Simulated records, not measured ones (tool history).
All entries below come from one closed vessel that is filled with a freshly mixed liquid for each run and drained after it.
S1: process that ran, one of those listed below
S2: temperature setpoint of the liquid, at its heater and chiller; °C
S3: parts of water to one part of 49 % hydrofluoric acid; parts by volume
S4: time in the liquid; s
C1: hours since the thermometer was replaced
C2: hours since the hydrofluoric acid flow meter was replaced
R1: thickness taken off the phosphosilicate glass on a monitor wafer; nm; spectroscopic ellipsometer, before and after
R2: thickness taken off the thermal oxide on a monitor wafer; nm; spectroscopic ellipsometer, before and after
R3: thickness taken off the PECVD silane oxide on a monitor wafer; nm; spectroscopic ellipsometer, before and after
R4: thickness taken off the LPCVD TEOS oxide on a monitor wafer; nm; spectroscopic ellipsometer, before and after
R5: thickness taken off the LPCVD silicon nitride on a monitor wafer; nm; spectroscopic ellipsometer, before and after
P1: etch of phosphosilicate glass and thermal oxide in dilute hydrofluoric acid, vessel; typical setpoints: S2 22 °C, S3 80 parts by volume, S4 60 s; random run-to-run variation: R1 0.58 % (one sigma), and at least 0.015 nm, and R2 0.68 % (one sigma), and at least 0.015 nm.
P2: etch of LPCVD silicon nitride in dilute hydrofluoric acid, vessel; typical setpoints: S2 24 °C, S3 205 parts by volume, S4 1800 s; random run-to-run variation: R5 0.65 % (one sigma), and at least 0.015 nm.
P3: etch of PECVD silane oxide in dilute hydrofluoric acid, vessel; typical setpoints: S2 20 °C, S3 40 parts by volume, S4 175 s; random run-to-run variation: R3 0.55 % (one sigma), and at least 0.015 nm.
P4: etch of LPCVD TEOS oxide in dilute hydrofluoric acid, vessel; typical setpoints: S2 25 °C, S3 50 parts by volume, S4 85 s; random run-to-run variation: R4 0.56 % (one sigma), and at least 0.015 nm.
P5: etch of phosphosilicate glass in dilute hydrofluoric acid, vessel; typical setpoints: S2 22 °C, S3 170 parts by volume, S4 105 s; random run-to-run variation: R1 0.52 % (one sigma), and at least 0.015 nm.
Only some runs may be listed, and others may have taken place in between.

run 1 hour=12.6 | S1=P1 S2=22 S3=80 S4=60 | C1=257.9 C2=1073.6 | R1=64.75 R2=3.5585
run 2 hour=25.6 | S1=P1 S2=22 S3=80 S4=30 | C1=270.9 C2=1086.6 | R1=32.41 R2=1.7366
run 3 hour=33.1 | S1=P3 S2=20 S3=40 S4=265 | C1=278.4 C2=1094.1 | R3=91.006
run 4 hour=42.5 | S1=P1 S2=22 S3=110 S4=60 | C1=287.8 C2=1103.5 | R1=45.316 R2=2.5038
run 5 hour=54.5 | S1=P4 S2=25 S3=50 S4=85 | C1=299.8 C2=1115.5 | R4=32.132
run 6 hour=62.2 | S1=P1 S2=17 S3=80 S4=60 | C1=307.5 C2=1123.2 | R1=52.715 R2=2.8724
run 7 hour=69.4 | S1=P2 S2=24 S3=305 S4=1800 | C1=314.7 C2=1130.4 | R5=2.7079
run 8 hour=78.2 | S1=P2 S2=24 S3=205 S4=1800 | C1=323.5 C2=1139.2 | R5=4.0562
run 9 hour=92.3 | S1=P5 S2=22 S3=260 S4=105 | C1=337.6 C2=1153.3 | R1=19.269
-- hour=95.4 thermometer replaced
run 10 hour=107.7 | S1=P1 S2=22 S3=80 S4=60 | C1=12.3 C2=1168.7 | R1=64.185 R2=3.5241
run 11 hour=119.4 | S1=P2 S2=24 S3=205 S4=1800 | C1=24 C2=1180.4 | R5=4.0992
run 12 hour=131.4 | S1=P4 S2=25 S3=20 S4=85 | C1=36 C2=1192.4 | R4=83.304
run 13 hour=141.9 | S1=P1 S2=22 S3=80 S4=110 | C1=46.5 C2=1202.9 | R1=118.87 R2=6.4153
run 14 hour=154.9 | S1=P1 S2=22 S3=30 S4=60 | C1=59.5 C2=1215.9 | R1=184.41 R2=9.9515
run 15 hour=165.6 | S1=P3 S2=20 S3=40 S4=175 | C1=70.2 C2=1226.6 | R3=59.653
run 16 hour=179.3 | S1=P5 S2=22 S3=170 S4=105 | C1=83.9 C2=1240.3 | R1=31.946
run 17 hour=194.2 | S1=P1 S2=27 S3=80 S4=60 | C1=98.8 C2=1255.2 | R1=79.015 R2=4.3642
run 18 hour=204.4 | S1=P5 S2=22 S3=170 S4=105 | C1=109 C2=1265.4 | R1=31.997
run 19 hour=219.6 | S1=P2 S2=18.5 S3=205 S4=1800 | C1=124.2 C2=1280.6 | R5=2.88
run 20 hour=230.4 | S1=P3 S2=20 S3=20 S4=175 | C1=135 C2=1291.4 | R3=122.81
run 21 hour=237.7 | S1=P3 S2=17 S3=40 S4=175 | C1=142.3 C2=1298.7 | R3=52.634
run 22 hour=249.6 | S1=P1 S2=17 S3=110 S4=60 | C1=154.2 C2=1310.6 | R1=37.222 R2=2.016
run 23 hour=260.8 | S1=P4 S2=25 S3=50 S4=30 | C1=165.4 C2=1321.8 | R4=11.311
run 24 hour=273.7 | S1=P1 S2=22 S3=80 S4=60 | C1=178.3 C2=1334.7 | R1=64.517 R2=3.5556
run 25 hour=284.1 | S1=P5 S2=27.5 S3=170 S4=105 | C1=188.7 C2=1345.1 | R1=39.382
run 26 hour=294.1 | S1=P2 S2=24 S3=205 S4=415 | C1=198.7 C2=1355.1 | R5=0.94859
run 27 hour=303.6 | S1=P5 S2=22 S3=170 S4=30 | C1=208.2 C2=1364.6 | R1=9.1058
run 28 hour=319.5 | S1=P1 S2=22 S3=80 S4=60 | C1=224.1 C2=1380.5 | R1=64.424 R2=3.5127
run 29 hour=329.4 | S1=P4 S2=19.5 S3=50 S4=85 | C1=234 C2=1390.4 | R4=25.426
run 30 hour=339.2 | S1=P1 S2=22 S3=80 S4=60 | C1=243.8 C2=1400.2 | R1=65.183 R2=3.5625
run 31 hour=351.7 | S1=P1 S2=22 S3=80 S4=60 | C1=256.3 C2=1412.7 | R1=62.626 R2=3.3579
run 32 hour=365.2 | S1=P1 S2=22 S3=80 S4=60 | C1=269.8 C2=1426.2 | R1=60.051 R2=3.2625
run 33 hour=375 | S1=P1 S2=22 S3=80 S4=60 | C1=279.6 C2=1436 | R1=60.568 R2=3.2014
run 34 hour=386 | S1=P1 S2=22 S3=80 S4=60 | C1=290.6 C2=1447 | R1=59.607 R2=3.237
run 35 hour=400.5 | S1=P1 S2=22 S3=80 S4=60 | C1=305.1 C2=1461.5 | R1=58.751 R2=3.2408
run 36 hour=409.4 | S1=P1 S2=22 S3=80 S4=60 | C1=314 C2=1470.4 | R1=59.428 R2=3.2013
run 37 hour=422.4 | S1=P1 S2=22 S3=80 S4=60 | C1=327 C2=1483.4 | R1=58.994 R2=3.2039

P1 has crept away from where it was. The log is fitted equally well by each of these 2 causes, at the sizes shown:
A: hydrofluoric acid flow below the setpoint (%) = 8.27
B: liquid colder than its thermometer reads (K) = 2.31
The creep began at about hour 339.2.

Of the 4 check runs listed below, each run on one wafer and each result written as a question mark, which would let you distinguish the listed causes because they would give clearly different results?
run check 1 hour=435.4 | S1=P3 S2=20 S3=40 S4=175 | R3=?
run check 2 hour=435.4 | S1=P2 S2=24 S3=205 S4=1800 | R5=?
run check 3 hour=435.4 | S1=P5 S2=22 S3=170 S4=105 | R1=?
run check 4 hour=435.4 | S1=P4 S2=25 S3=50 S4=85 | R4=?

How each check would come out, cause by cause:
check=check_1 result=R3 if_A=54.941 if_B=54.453
check=check_2 result=R5 if_A=3.7581 if_B=3.5325
check=check_3 result=R1 if_A=29.097 if_B=29.463
check=check_4 result=R4 if_A=29.314 if_B=29.234
How far apart the two closest causes lie, in the result that separates them most: check 1 0.89 %; check 2 6.19 %; check 3 1.25 %; check 4 0.27 %
The causes can be told apart only by check 2. The other checks would give nearly the same results under each of them.

Check 2 was carried out, with these results: R5 3.7544 nm. Which of the listed causes is responsible?

It was cause A: hydrofluoric acid flow below the setpoint (%).
